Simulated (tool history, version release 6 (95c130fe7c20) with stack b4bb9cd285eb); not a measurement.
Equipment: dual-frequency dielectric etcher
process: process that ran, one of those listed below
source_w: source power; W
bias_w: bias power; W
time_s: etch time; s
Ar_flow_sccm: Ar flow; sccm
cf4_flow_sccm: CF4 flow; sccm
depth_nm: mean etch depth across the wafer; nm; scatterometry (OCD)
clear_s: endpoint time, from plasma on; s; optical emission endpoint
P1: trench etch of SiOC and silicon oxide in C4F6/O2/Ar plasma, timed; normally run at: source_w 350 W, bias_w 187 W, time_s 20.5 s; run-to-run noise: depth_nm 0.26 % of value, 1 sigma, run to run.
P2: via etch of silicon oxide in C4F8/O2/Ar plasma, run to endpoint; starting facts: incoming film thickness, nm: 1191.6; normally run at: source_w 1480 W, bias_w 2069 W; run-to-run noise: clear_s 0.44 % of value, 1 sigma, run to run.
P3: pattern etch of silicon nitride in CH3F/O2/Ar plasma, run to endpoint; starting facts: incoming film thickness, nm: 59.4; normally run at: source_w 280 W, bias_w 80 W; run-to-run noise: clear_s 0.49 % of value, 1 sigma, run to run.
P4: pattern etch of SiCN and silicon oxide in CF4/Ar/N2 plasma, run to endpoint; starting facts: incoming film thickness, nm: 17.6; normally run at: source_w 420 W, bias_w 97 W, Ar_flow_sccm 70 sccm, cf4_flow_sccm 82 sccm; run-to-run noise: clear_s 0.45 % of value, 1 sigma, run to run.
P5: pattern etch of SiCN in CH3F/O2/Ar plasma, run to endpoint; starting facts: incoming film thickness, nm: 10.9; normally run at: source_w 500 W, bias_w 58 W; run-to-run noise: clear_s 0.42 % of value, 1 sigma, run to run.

run,hour,process,source_w,bias_w,time_s,Ar_flow_sccm,cf4_flow_sccm,hours since the last wet clean,hours since the last source power generator calibration,hours since the last bias power generator calibration,depth_nm,clear_s
1,12.2,P1,350,187,20.5,,,289.0,1373.4,2606.1,38.944,
2,21.7,P1,350,187,12.0,,,298.5,1382.9,2615.6,22.762,
3,32.3,P1,450,120,20.5,,,309.1,1393.5,2626.2,37.871,
4,45.7,P3,280,80,,,,322.5,1406.9,2639.6,,95.395
5,52.0,P1,350,236,20.5,,,328.8,1413.2,2645.9,42.273,
6,65.7,P4,420,97,,70,82,342.5,1426.9,2659.6,,18.312
7,79.3,P4,420,97,,70,82,356.1,1440.5,2673.2,,18.394
8,86.0,P4,420,58,,70,82,362.8,1447.2,2679.9,,21.590
9,98.4,P1,350,134,20.5,,,375.2,1459.6,2692.3,35.246,
10,110.8,P3,160,80,,,,387.6,1472.0,2704.7,,117.720
# hour 113.3: wet clean of the chamber
11,121.8,P5,320,58,,,,8.5,1483.0,2715.7,,33.219
12,135.3,P5,500,37,,,,22.0,1496.5,2729.2,,32.348
13,144.4,P2,1480,2069,,,,31.1,1505.6,2738.3,,265.950
14,155.3,P1,350,187,20.5,,,42.0,1516.5,2749.2,39.033,
15,162.9,P1,480,187,11.5,,,49.6,1524.1,2756.8,24.815,
16,169.8,P4,420,97,,70,106,56.5,1531.0,2763.7,,17.821
17,183.6,P1,210,187,20.5,,,70.3,1544.8,2777.5,32.063,
18,196.4,P4,420,97,,98,82,83.1,1557.6,2790.3,,18.964
19,209.7,P1,420,187,20.5,,,96.4,1570.9,2803.6,41.891,
20,219.0,P2,1910,2069,,,,105.7,1580.2,2812.9,,240.790
21,231.4,P1,350,187,20.5,,,118.1,1592.6,2825.3,39.331,
22,238.5,P5,500,58,,,,125.2,1599.7,2832.4,,28.242
23,251.4,P4,310,97,,70,82,138.1,1612.6,2845.3,,23.883
24,257.6,P2,1480,2688,,,,144.3,1618.8,2851.5,,245.320
25,266.8,P1,350,187,30.0,,,153.5,1628.0,2860.7,57.315,
26,273.8,P1,450,187,14.5,,,160.5,1635.0,2867.7,30.488,
27,285.7,P3,280,54,,,,172.4,1646.9,2879.6,,109.820
28,294.1,P1,350,187,20.5,,,180.8,1655.3,2888.0,39.069,
29,302.7,P1,350,187,20.5,,,189.4,1663.9,2896.6,39.020,
30,311.8,P1,350,187,20.5,,,198.5,1673.0,2905.7,38.964,
31,319.8,P1,350,187,20.5,,,206.5,1681.0,2913.7,38.501,
32,330.5,P1,350,187,20.5,,,217.2,1691.7,2924.4,38.695,
33,341.5,P1,350,187,20.5,,,228.2,1702.7,2935.4,38.607,
# hour 348.6: wet clean of the chamber
34,352.1,P1,350,187,20.5,,,3.6,1713.3,2946.0,38.508,
35,362.8,P1,350,187,20.5,,,14.3,1724.0,2956.7,38.408,
36,373.5,P1,350,187,20.5,,,25.0,1734.7,2967.4,38.259,
37,384.5,P1,350,187,20.5,,,36.0,1745.7,2978.4,38.654,

The output of P1 has drifted from where it used to be. Each of the 2 causes below, taken at the size shown beside it, accounts for the log equally well:
A: source power that arrives under what is set, % = 3.91
B: bias power that arrives under what is set, % = 4.7
Onset of the creep was near hour 302.7.
What rules out each remaining cause:
chamber walls in a state that lowers the etch rate, %: was serviced at hour 348.6, once the creep was under way, yet the earlier output never came back

Which of the check runs below tells the causes apart, meaning the causes would give it clearly different results? Each run uses 3 wafers whose results are averaged, and each result is shown as a question mark.
check 1,395.5,P5,330,58,,,,,,,,?
check 2,395.5,P4,420,72,,70,82,,,,,?
check 3,395.5,P3,280,55,,,,,,,,?
check 4,395.5,P2,1900,2069,,,,,,,,?

How each check would come out, cause by cause:
check,result,if A,if B
check 1,clear_s,33.401,33.442
check 2,clear_s,20.892,20.471
check 3,clear_s,110.660,110.730
check 4,clear_s,244.590,244.100
Per-check spread between the two closest causes, in the result where they differ most: check 1 0.12 %; check 2 2.04 %; check 3 0.06 %; check 4 0.2 %
Check 2 distinguishes between the causes, while the remaining checks would return nearly the same result for all of them.

The results of check 2 are: clear_s 20.421 s. Based on these, which of the listed causes is it?

Of the candidate causes, it is B: bias power that arrives under what is set, %.
